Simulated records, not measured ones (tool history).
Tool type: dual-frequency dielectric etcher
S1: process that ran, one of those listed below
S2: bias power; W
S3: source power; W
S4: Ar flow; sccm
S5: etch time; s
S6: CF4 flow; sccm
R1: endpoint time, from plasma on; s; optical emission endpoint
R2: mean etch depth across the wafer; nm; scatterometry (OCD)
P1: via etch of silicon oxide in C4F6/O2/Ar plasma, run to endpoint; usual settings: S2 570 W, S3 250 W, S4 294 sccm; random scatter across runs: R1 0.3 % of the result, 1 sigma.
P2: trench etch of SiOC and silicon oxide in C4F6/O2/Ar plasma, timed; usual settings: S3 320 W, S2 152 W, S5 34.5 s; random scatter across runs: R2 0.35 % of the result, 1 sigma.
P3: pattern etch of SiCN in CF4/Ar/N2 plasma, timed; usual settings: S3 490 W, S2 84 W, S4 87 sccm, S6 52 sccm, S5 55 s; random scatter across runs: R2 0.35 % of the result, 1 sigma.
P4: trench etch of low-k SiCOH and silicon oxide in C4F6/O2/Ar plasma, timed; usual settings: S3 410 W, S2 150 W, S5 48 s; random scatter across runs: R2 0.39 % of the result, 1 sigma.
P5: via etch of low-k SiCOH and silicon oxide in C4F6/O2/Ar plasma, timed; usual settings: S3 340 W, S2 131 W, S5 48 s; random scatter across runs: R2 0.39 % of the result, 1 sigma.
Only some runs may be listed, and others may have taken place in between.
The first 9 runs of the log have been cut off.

{"run": 10, "hour": 48.5, "S1": "P1", "S2": 570, "S3": 250, "S4": 294, "R1": 21.29}
{"run": 11, "hour": 51.9, "S1": "P3", "S2": 84, "S3": 490, "S4": 87, "S5": 71.5, "S6": 52, "R2": 67.08}
{"hour": 54.0, "done": "source power generator calibrated"}
{"run": 12, "hour": 58.2, "S1": "P4", "S2": 150, "S3": 410, "S5": 34, "R2": 106.66}
{"run": 13, "hour": 62.3, "S1": "P5", "S2": 85, "S3": 340, "S5": 48, "R2": 94.239}
{"run": 14, "hour": 65.3, "S1": "P1", "S2": 399, "S3": 250, "S4": 294, "R1": 24.432}
{"run": 15, "hour": 71.3, "S1": "P2", "S2": 152, "S3": 210, "S5": 34.5, "R2": 49.207}
{"run": 16, "hour": 77.5, "S1": "P1", "S2": 570, "S3": 250, "S4": 294, "R1": 21.246}
{"run": 17, "hour": 80.6, "S1": "P1", "S2": 787, "S3": 250, "S4": 389, "R1": 19.342}
{"run": 18, "hour": 86.6, "S1": "P1", "S2": 570, "S3": 330, "S4": 294, "R1": 19.214}
{"run": 19, "hour": 90.3, "S1": "P4", "S2": 150, "S3": 410, "S5": 48, "R2": 149.25}
{"run": 20, "hour": 93.6, "S1": "P5", "S2": 131, "S3": 340, "S5": 48, "R2": 105.53}
{"run": 21, "hour": 97.6, "S1": "P1", "S2": 570, "S3": 250, "S4": 294, "R1": 21.306}

What will run 22 give?
{"run": 22, "hour": 103.4, "S1": "P2", "S2": 108, "S3": 320, "S5": 34.5, "R2": "?"}

Run 22 measured R2 52.227 nm.
